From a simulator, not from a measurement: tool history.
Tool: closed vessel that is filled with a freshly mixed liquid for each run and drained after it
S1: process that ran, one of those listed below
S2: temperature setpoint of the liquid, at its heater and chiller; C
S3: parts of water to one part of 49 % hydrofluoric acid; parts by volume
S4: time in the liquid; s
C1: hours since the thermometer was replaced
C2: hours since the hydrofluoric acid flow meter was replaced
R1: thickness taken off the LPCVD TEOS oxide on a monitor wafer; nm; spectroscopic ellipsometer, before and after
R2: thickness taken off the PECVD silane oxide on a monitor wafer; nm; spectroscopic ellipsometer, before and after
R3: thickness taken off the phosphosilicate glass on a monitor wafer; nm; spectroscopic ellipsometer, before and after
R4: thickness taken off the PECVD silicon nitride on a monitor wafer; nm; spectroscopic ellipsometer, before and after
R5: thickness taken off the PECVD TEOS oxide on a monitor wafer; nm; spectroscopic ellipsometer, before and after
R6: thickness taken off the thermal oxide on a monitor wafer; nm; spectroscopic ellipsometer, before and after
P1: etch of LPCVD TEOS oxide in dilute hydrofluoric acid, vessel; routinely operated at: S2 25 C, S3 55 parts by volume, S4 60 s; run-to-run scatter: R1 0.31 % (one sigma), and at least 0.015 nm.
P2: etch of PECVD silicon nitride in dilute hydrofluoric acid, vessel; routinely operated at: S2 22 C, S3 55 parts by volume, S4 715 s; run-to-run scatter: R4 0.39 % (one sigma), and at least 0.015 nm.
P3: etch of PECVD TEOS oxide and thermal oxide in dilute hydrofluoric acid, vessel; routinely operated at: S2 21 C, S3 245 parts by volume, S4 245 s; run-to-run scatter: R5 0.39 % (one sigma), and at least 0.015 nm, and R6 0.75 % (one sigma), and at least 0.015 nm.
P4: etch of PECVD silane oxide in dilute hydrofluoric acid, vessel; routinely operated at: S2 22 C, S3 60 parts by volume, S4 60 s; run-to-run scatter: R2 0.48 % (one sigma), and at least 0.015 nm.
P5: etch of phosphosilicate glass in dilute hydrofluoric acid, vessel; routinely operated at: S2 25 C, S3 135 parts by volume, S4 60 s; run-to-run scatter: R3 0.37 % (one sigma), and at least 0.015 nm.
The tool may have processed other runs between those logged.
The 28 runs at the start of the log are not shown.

run	day	S1	S2	S3	S4	C1	C2	R1	R2	R3	R4	R5	R6
29	3.742	P1	25	55	60	69.1	861.2	29.609					
30	3.879	P2	22	55	1270	72.4	864.5				63.443		
31	4.042	P4	22	95	60	76.3	868.4		14.025				
32	4.238	P2	22	55	715	81	873.1				35.451		
33	4.396	P1	17.5	25	60	84.8	876.9	49.286					
34	4.567	P1	25	55	60	88.9	881	29.772					
35	4.754	P1	25	55	60	93.4	885.5	28.78					
36	4.925	P1	25	55	60	97.5	889.6	28.087					
37	5.079	P1	25	55	60	101.2	893.3	27.728					
38	5.167	P1	25	55	60	103.3	895.4	27.688					
39	5.321	P1	25	55	60	107	899.1	27.551					
40	5.504	P1	25	55	60	111.4	903.5	27.569					
41	5.608	P1	25	55	60	113.9	906	27.408					
42	5.725	P1	25	55	60	116.7	908.8	27.533					
43	5.812	P1	25	55	60	118.8	910.9	27.298					

The next listed run, before its measurement:
44	5.933	P1	25	55	60	121.7	913.8	?					

{"run 44": {"R1": 27.226}}
